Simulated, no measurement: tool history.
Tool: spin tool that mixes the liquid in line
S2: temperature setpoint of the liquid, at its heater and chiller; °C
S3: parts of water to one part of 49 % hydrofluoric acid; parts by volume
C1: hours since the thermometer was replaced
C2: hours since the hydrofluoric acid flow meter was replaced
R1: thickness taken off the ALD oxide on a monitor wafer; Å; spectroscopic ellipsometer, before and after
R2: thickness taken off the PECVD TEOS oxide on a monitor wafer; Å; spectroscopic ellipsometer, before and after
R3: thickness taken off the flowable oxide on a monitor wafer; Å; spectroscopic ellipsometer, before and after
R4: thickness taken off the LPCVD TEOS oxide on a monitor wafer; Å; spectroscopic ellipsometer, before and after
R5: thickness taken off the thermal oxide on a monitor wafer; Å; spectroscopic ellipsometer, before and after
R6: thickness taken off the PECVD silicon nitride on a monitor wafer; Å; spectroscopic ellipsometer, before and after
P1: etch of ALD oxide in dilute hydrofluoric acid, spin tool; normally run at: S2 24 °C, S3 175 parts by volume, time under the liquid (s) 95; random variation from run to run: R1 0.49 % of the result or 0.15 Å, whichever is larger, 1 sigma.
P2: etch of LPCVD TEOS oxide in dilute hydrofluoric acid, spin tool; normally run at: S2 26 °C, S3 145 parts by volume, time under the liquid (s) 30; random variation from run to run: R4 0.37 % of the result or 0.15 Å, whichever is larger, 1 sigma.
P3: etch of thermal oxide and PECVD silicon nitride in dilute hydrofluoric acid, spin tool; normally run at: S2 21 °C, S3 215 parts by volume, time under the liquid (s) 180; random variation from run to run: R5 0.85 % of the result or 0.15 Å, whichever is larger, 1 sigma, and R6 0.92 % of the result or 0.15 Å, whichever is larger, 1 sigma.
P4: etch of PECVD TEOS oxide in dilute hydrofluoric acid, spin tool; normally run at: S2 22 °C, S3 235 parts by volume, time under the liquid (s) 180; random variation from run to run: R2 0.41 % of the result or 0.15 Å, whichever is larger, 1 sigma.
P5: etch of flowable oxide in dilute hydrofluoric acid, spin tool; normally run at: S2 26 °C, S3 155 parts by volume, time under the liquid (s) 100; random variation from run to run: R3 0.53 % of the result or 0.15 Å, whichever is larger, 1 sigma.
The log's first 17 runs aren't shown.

run 18 hour=63.2 | process_that_ran=P1 S2=24 S3=175 time_under_the_liquid_(s)=25 | C1=937.4 C2=1370.2 | R1=19.772
run 19 hour=66.8 | process_that_ran=P4 S2=22 S3=235 time_under_the_liquid_(s)=90 | C1=941 C2=1373.8 | R2=29.037
run 20 hour=69.4 | process_that_ran=P3 S2=26 S3=215 time_under_the_liquid_(s)=180 | C1=943.6 C2=1376.4 | R5=35.51 R6=34.599
run 21 hour=72.6 | process_that_ran=P3 S2=21 S3=215 time_under_the_liquid_(s)=340 | C1=946.8 C2=1379.6 | R5=55.461 R6=48.589
run 22 hour=76 | process_that_ran=P5 S2=19.5 S3=155 time_under_the_liquid_(s)=100 | C1=950.2 C2=1383 | R3=270.34
run 23 hour=79.3 | process_that_ran=P5 S2=26 S3=240 time_under_the_liquid_(s)=100 | C1=953.5 C2=1386.3 | R3=206.21
run 24 hour=83.7 | process_that_ran=P3 S2=21 S3=215 time_under_the_liquid_(s)=180 | C1=957.9 C2=1390.7 | R5=29.335 R6=26.186
run 25 hour=87.2 | process_that_ran=P1 S2=24 S3=175 time_under_the_liquid_(s)=95 | C1=961.4 C2=1394.2 | R1=75.688
run 26 hour=91 | process_that_ran=P1 S2=24 S3=40 time_under_the_liquid_(s)=15 | C1=965.2 C2=1398 | R1=60.999
run 27 hour=94.7 | process_that_ran=P2 S2=26 S3=145 time_under_the_liquid_(s)=30 | C1=968.9 C2=1401.7 | R4=57.817
run 28 hour=96.9 | process_that_ran=P2 S2=20.5 S3=145 time_under_the_liquid_(s)=30 | C1=971.1 C2=1403.9 | R4=47.183
run 29 hour=101.3 | process_that_ran=P3 S2=21 S3=360 time_under_the_liquid_(s)=180 | C1=975.5 C2=1408.3 | R5=15.236 R6=15.802
run 30 hour=104.9 | process_that_ran=P3 S2=21 S3=215 time_under_the_liquid_(s)=180 | C1=979.1 C2=1411.9 | R5=29.358 R6=25.877
run 31 hour=107.2 | process_that_ran=P2 S2=26 S3=145 time_under_the_liquid_(s)=30 | C1=981.4 C2=1414.2 | R4=57.9
run 32 hour=111.6 | process_that_ran=P2 S2=26 S3=145 time_under_the_liquid_(s)=15 | C1=985.8 C2=1418.6 | R4=28.914
run 33 hour=115.8 | process_that_ran=P4 S2=22 S3=235 time_under_the_liquid_(s)=180 | C1=990 C2=1422.8 | R2=57.695
run 34 hour=119.9 | process_that_ran=P1 S2=24 S3=175 time_under_the_liquid_(s)=95 | C1=994.1 C2=1426.9 | R1=75.401
run 35 hour=123.8 | process_that_ran=P1 S2=24 S3=175 time_under_the_liquid_(s)=95 | C1=998 C2=1430.8 | R1=76.177
run 36 hour=127.1 | process_that_ran=P1 S2=24 S3=175 time_under_the_liquid_(s)=95 | C1=1001.3 C2=1434.1 | R1=76.944
run 37 hour=131 | process_that_ran=P1 S2=24 S3=175 time_under_the_liquid_(s)=95 | C1=1005.2 C2=1438 | R1=79.366
run 38 hour=134 | process_that_ran=P1 S2=24 S3=175 time_under_the_liquid_(s)=95 | C1=1008.2 C2=1441 | R1=78.642
run 39 hour=138.3 | process_that_ran=P1 S2=24 S3=175 time_under_the_liquid_(s)=95 | C1=1012.5 C2=1445.3 | R1=79.263
run 40 hour=142.1 | process_that_ran=P1 S2=24 S3=175 time_under_the_liquid_(s)=95 | C1=1016.3 C2=1449.1 | R1=79.266
run 41 hour=146.5 | process_that_ran=P1 S2=24 S3=175 time_under_the_liquid_(s)=95 | C1=1020.7 C2=1453.5 | R1=79.205

Run 42 comes next. What will it give?
run 42 hour=149.4 | process_that_ran=P1 S2=24 S3=175 time_under_the_liquid_(s)=95 | C1=1023.6 C2=1456.4 | R1=?

{"run 42": {"R1": 79.917}}
